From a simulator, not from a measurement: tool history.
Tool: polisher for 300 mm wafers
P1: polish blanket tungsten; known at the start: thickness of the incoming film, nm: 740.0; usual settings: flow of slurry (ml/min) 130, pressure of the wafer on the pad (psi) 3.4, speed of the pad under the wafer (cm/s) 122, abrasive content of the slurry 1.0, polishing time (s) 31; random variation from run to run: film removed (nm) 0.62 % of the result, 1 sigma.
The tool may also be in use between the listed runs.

| run | hour | flow of slurry (ml/min) | pressure of the wafer on the pad (psi) | speed of the pad under the wafer (cm/s) | abrasive content of the slurry | polishing time (s) | wafers polished on this pad | hours since the slurry nozzle was cleaned | hours since the head pressure was calibrated | hours since the slurry blender was calibrated | hours since the slurry got fresh peroxide | film removed (nm) |
|---|---|---|---|---|---|---|---|---|---|---|---|---|
| 1 | 4.1 | 130 | 3.4 | 122 | 1.0 | 31 | 593 | 423.0 | 201.4 | 129.7 | 51.7 | 194.68 |
| 2 | 8.8 | 130 | 2.2 | 122 | 1.0 | 31 | 642 | 427.7 | 206.1 | 134.4 | 56.4 | 126.45 |
| 3 | 11.7 | 130 | 3.4 | 122 | 1.0 | 31 | 673 | 430.6 | 209.0 | 137.3 | 59.3 | 193.63 |
| 4 | 17.4 | 190 | 3.4 | 122 | 1.0 | 31 | 733 | 436.3 | 214.7 | 143.0 | 65.0 | 207.16 |
| 5 | 20.3 | 130 | 3.4 | 122 | 1.0 | 47 | 764 | 439.2 | 217.6 | 145.9 | 67.9 | 295.63 |
| 6 | 25.2 | 130 | 3.4 | 122 | 1.5 | 31 | 816 | 444.1 | 222.5 | 150.8 | 72.8 | 212.01 |
| 7 | 28.6 | 130 | 3.4 | 122 | 1.0 | 31 | 852 | 447.5 | 225.9 | 154.2 | 76.2 | 192.58 |
|  | 34.0 | head pressure recalibrated |
| 8 | 34.3 | 130 | 3.4 | 64 | 1.0 | 31 | 912 | 453.2 | 0.3 | 159.9 | 81.9 | 102.64 |
| 9 | 37.1 | 130 | 3.4 | 122 | 1.0 | 31 | 942 | 456.0 | 3.1 | 162.7 | 84.7 | 193.90 |
| 10 | 41.3 | 130 | 3.4 | 122 | 0.6 | 31 | 986 | 460.2 | 7.3 | 166.9 | 88.9 | 172.17 |
| 11 | 44.2 | 130 | 3.4 | 178 | 0.8 | 31 | 1017 | 463.1 | 10.2 | 169.8 | 91.8 | 269.57 |
|  | 45.2 | slurry tank refilled with fresh slurry and peroxide |
| 12 | 47.8 | 130 | 3.4 | 122 | 1.0 | 17 | 1055 | 466.7 | 13.8 | 173.4 | 2.6 | 106.02 |
| 13 | 53.5 | 130 | 3.4 | 176 | 1.0 | 31 | 1115 | 472.4 | 19.5 | 179.1 | 8.3 | 282.82 |

The next listed run, before its measurement:
| 14 | 57.4 | 80 | 3.4 | 122 | 1.0 | 31 | 1156 | 476.3 | 23.4 | 183.0 | 12.2 | ? |

film removed (nm): 173.63
